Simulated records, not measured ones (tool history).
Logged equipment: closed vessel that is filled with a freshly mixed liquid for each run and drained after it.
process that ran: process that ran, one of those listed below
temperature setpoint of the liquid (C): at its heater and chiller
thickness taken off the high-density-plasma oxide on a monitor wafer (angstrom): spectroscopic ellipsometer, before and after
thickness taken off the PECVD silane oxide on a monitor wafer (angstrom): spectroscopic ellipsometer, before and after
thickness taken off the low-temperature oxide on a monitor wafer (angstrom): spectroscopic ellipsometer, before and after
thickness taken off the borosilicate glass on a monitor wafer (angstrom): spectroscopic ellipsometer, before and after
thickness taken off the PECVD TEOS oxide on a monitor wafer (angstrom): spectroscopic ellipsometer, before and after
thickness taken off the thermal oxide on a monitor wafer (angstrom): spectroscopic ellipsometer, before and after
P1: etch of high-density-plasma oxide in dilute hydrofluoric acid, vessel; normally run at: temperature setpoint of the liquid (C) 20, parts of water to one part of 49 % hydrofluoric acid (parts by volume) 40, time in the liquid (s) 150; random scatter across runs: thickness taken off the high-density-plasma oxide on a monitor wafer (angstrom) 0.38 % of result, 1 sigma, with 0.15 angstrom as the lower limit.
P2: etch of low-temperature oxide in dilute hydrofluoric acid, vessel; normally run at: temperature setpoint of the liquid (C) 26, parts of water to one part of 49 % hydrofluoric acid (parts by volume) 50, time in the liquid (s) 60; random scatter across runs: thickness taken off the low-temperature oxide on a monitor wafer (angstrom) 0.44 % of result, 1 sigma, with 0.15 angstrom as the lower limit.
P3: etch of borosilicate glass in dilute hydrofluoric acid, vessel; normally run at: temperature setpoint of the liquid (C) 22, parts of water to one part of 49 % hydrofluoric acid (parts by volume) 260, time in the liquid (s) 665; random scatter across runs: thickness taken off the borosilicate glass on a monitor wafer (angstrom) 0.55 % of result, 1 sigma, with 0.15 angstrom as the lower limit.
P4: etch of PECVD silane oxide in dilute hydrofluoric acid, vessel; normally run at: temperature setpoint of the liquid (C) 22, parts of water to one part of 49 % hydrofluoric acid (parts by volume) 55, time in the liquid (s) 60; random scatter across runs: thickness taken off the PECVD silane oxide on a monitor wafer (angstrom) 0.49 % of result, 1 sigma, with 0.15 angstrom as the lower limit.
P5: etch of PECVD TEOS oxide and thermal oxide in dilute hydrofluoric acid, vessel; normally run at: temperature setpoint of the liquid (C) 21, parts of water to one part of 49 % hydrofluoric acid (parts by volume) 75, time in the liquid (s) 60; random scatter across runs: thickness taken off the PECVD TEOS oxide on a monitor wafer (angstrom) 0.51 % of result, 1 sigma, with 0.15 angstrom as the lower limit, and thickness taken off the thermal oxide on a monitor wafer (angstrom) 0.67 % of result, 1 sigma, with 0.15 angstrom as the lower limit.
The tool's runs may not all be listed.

| run | hour | process that ran | temperature setpoint of the liquid (C) | parts of water to one part of 49 % hydrofluoric acid (parts by volume) | time in the liquid (s) | thickness taken off the high-density-plasma oxide on a monitor wafer (angstrom) | thickness taken off the PECVD silane oxide on a monitor wafer (angstrom) | thickness taken off the low-temperature oxide on a monitor wafer (angstrom) | thickness taken off the borosilicate glass on a monitor wafer (angstrom) | thickness taken off the PECVD TEOS oxide on a monitor wafer (angstrom) | thickness taken off the thermal oxide on a monitor wafer (angstrom) |
|---|---|---|---|---|---|---|---|---|---|---|---|
| 1 | 9 | P1 | 20 | 40 | 150 | 246.81 |  |  |  |  |  |
| 2 | 18.1 | P4 | 22 | 55 | 30 |  | 204.98 |  |  |  |  |
| 3 | 25.6 | P2 | 26 | 50 | 60 |  |  | 220.55 |  |  |  |
| 4 | 36.2 | P1 | 20 | 40 | 150 | 247.18 |  |  |  |  |  |
| 5 | 43 | P1 | 20 | 40 | 150 | 247.21 |  |  |  |  |  |
| 6 | 51.2 | P1 | 20 | 40 | 60 | 99.331 |  |  |  |  |  |
| 7 | 62.3 | P3 | 22 | 260 | 195 |  |  |  | 98.154 |  |  |
| 8 | 70.4 | P3 | 22 | 260 | 665 |  |  |  | 336.74 |  |  |
| 9 | 79 | P3 | 18 | 260 | 665 |  |  |  | 290.83 |  |  |
| 10 | 87.3 | P1 | 20 | 40 | 150 | 248.16 |  |  |  |  |  |
| 11 | 93.5 | P1 | 20 | 40 | 215 | 355.97 |  |  |  |  |  |
| 12 | 104.3 | P2 | 32.5 | 50 | 60 |  |  | 287.44 |  |  |  |
| 13 | 114.7 | P1 | 20 | 40 | 150 | 246.38 |  |  |  |  |  |
| 14 | 120.1 | P5 | 21 | 75 | 60 |  |  |  |  | 60.349 | 35.172 |
| 15 | 131.7 | P5 | 21 | 20 | 60 |  |  |  |  | 244.83 | 143.07 |
| 16 | 137.2 | P1 | 20 | 20 | 85 | 289.02 |  |  |  |  |  |
| 17 | 145.7 | P5 | 17 | 75 | 60 |  |  |  |  | 51.131 | 30.176 |
| 18 | 156.2 | P5 | 21 | 75 | 115 |  |  |  |  | 116.34 | 67.991 |
| 19 | 162.4 | P1 | 27 | 20 | 150 | 684.54 |  |  |  |  |  |
| 20 | 172.7 | P1 | 23.5 | 20 | 150 | 589 |  |  |  |  |  |
| 21 | 181.8 | P1 | 20 | 20 | 150 | 508.43 |  |  |  |  |  |
| 22 | 191.4 | P3 | 22 | 475 | 665 |  |  |  | 152.87 |  |  |
| 23 | 200.2 | P1 | 20 | 40 | 150 | 246.94 |  |  |  |  |  |
| 24 | 209.5 | P4 | 22 | 25 | 60 |  | 930.32 |  |  |  |  |
| 25 | 219.1 | P1 | 17 | 40 | 150 | 216.86 |  |  |  |  |  |
| 26 | 226.1 | P1 | 20 | 70 | 150 | 135.82 |  |  |  |  |  |
| 27 | 237.6 | P4 | 17 | 55 | 60 |  | 331.77 |  |  |  |  |
| 28 | 248.3 | P2 | 26 | 75 | 60 |  |  | 143.64 |  |  |  |
| 29 | 254.8 | P2 | 26 | 50 | 30 |  |  | 110.72 |  |  |  |
| 30 | 262.1 | P4 | 22 | 55 | 60 |  | 409.46 |  |  |  |  |
| 31 | 272.3 | P1 | 24 | 40 | 150 | 293.39 |  |  |  |  |  |
| 32 | 283.9 | P3 | 22 | 260 | 665 |  |  |  | 337.88 |  |  |
| 33 | 291.1 | P1 | 20 | 40 | 150 | 246.29 |  |  |  |  |  |
| 34 | 300 | P1 | 20 | 40 | 150 | 246.82 |  |  |  |  |  |

Predict the results of run 35:
| 35 | 310.5 | P1 | 20 | 40 | 150 | ? |  |  |  |  |  |

{"run 35": {"thickness taken off the high-density-plasma oxide on a monitor wafer (angstrom)": 257.37}}
